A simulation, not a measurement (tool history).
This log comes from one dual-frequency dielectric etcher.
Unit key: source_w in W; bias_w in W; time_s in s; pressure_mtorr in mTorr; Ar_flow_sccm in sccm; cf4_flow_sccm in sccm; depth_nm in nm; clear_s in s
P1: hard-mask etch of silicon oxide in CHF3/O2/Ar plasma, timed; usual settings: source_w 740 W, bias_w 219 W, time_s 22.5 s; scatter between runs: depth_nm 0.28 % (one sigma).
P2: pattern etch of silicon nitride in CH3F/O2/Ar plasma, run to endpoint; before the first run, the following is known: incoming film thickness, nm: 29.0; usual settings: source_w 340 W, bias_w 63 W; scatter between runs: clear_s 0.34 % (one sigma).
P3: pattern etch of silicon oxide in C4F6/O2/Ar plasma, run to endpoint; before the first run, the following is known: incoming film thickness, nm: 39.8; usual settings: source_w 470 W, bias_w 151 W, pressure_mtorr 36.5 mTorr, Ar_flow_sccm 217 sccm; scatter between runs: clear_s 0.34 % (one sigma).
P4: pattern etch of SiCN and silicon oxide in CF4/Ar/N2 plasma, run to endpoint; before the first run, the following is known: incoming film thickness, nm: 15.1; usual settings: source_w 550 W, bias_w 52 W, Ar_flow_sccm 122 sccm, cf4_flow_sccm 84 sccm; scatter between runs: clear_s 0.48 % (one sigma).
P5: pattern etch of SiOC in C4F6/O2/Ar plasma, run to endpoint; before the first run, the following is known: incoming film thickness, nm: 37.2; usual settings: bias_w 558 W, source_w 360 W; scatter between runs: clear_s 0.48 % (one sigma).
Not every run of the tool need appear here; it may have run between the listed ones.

run,hour,process,source_w,bias_w,time_s,pressure_mtorr,Ar_flow_sccm,cf4_flow_sccm,depth_nm,clear_s
1,3.5,P1,740,219,22.5,,,,51.724,
2,6.7,P3,470,151,,36.5,217,,,12.713
3,10.5,P1,740,219,22.5,,,,51.742,
# hour 12.6: wet clean of the chamber
4,13.2,P4,550,52,,,122,84,,16.409
5,16.9,P5,360,558,,,,,,12.629
6,21.3,P1,470,219,22.5,,,,43.777,
7,25.5,P2,340,86,,,,,,40.616
8,29.3,P3,470,151,,51.0,217,,,13.226
9,32.1,P3,470,151,,36.5,161,,,12.228
10,34.3,P1,740,219,22.5,,,,51.831,
11,37.4,P4,550,52,,,159,84,,17.143
12,40.4,P5,360,374,,,,,,14.683
13,44.7,P3,320,151,,36.5,217,,,14.869
14,47.8,P1,920,219,22.5,,,,56.437,
15,50.7,P5,360,558,,,,,,12.637
16,55.0,P1,740,165,22.5,,,,47.019,
17,57.5,P1,740,219,30.5,,,,70.244,
18,60.5,P1,740,298,22.5,,,,57.603,
19,64.5,P2,210,63,,,,,,54.067
20,66.8,P2,340,63,,,,,,45.213
21,70.5,P4,550,52,,,122,84,,16.468
22,73.1,P1,740,219,22.5,,,,51.745,
23,76.0,P1,950,287,22.5,,,,62.560,
24,79.4,P1,740,219,22.5,,,,51.807,
# hour 79.6: source power generator calibrated
25,82.2,P1,740,219,14.5,,,,33.331,
26,85.2,P4,390,52,,,122,84,,22.344
27,89.6,P1,590,219,29.0,,,,61.504,
28,92.4,P2,340,63,,,,,,45.129
29,95.1,P4,550,62,,,122,84,,15.666
30,97.8,P3,470,186,,36.5,217,,,11.929
31,100.2,P1,740,219,22.5,,,,51.936,
32,103.8,P3,470,151,,36.5,217,,,12.636
33,107.1,P5,280,558,,,,,,13.849
34,111.3,P4,550,52,,,122,69,,17.077
35,115.3,P1,740,219,22.5,,,,51.738,
36,118.9,P1,740,219,22.5,,,,51.349,
37,122.8,P1,740,219,22.5,,,,51.236,
# hour 123.0: wet clean of the chamber
38,125.9,P1,740,219,22.5,,,,51.181,
39,129.0,P1,740,219,22.5,,,,51.158,
40,132.8,P1,740,219,22.5,,,,51.397,
41,136.8,P1,740,219,22.5,,,,51.147,

What P1 gives has crept away from where it was. These 2 causes fit the log equally well, each at the size given:
A: bias power that arrives under what is set, % = 4.11
B: source power that arrives under what is set, % = 3.72
The creep began at about hour 115.3.
Other possible causes, and why each is ruled out:
chamber walls in a state that lowers the etch rate, %: was serviced at hour 123.0, once the creep was under way, yet the earlier output never came back

Which of the check runs below tells the causes apart, meaning the causes would give it clearly different results? Each run uses 3 wafers whose results are averaged, and each result is shown as a question mark.
check 1,140.8,P2,340,63,,,,,,?
check 2,140.8,P5,360,558,,,,,,?
check 3,140.8,P4,550,52,,,122,84,,?
check 4,140.8,P3,470,151,,36.5,217,,,?

What each check would give under each cause:
check,result,if A,if B
check 1,clear_s,45.932,45.950
check 2,clear_s,12.835,12.808
check 3,clear_s,16.684,17.038
check 4,clear_s,12.901,12.933
Smallest distance between any two causes, each pair judged by its most separating result, in per cent: check 1 0.04 %; check 2 0.21 %; check 3 2.1 %; check 4 0.25 %
Of the check runs offered, only check 3 discriminates between the causes; the rest would read about the same regardless of which cause applies.

Check 3 has now been run. It gave: clear_s 16.670 s. Which of the candidate causes is it?

The cause is A: bias power that arrives under what is set, %.

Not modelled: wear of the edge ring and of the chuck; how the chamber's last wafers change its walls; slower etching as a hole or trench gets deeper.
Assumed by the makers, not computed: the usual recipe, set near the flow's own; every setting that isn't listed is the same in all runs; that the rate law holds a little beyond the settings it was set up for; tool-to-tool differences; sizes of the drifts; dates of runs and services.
